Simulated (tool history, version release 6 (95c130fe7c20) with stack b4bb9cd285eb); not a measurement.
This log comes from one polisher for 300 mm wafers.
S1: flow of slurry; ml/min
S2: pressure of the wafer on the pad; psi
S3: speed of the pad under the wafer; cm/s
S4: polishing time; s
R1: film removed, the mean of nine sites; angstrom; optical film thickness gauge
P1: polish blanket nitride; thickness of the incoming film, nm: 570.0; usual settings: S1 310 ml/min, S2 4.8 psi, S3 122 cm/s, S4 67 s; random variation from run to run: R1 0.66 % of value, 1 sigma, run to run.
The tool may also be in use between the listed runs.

run 1 day=0.192 | S1=310 S2=4.8 S3=122 S4=67 | R1=1623.4
run 2 day=0.371 | S1=310 S2=4.8 S3=62 S4=67 | R1=939.13
run 3 day=0.533 | S1=310 S2=7.5 S3=122 S4=67 | R1=2512.5
run 4 day=0.838 | S1=205 S2=4.8 S3=122 S4=48 | R1=1089.6
run 5 day=1.046 | S1=310 S2=4.8 S3=122 S4=67 | R1=1596.3
run 6 day=1.312 | S1=310 S2=4.8 S3=122 S4=67 | R1=1619.3
-- day=1.375 slurry nozzle cleaned
run 7 day=1.608 | S1=310 S2=4.8 S3=122 S4=35 | R1=832.06
run 8 day=1.938 | S1=310 S2=4.8 S3=122 S4=67 | R1=1595
run 9 day=2.283 | S1=310 S2=4.8 S3=122 S4=99 | R1=2374
run 10 day=2.546 | S1=185 S2=4.8 S3=122 S4=67 | R1=1518.6
run 11 day=2.862 | S1=420 S2=4.8 S3=122 S4=67 | R1=1644.1
run 12 day=3.096 | S1=310 S2=4.8 S3=184 S4=67 | R1=2235.5
run 13 day=3.342 | S1=310 S2=2.5 S3=122 S4=67 | R1=834.32
run 14 day=3.558 | S1=310 S2=4.8 S3=122 S4=67 | R1=1604.5
run 15 day=3.883 | S1=310 S2=4.8 S3=122 S4=67 | R1=1569.5

Forecast run 16:
run 16 day=4.079 | S1=310 S2=4.8 S3=122 S4=67 | R1=?

R1: 1566.9 angstrom
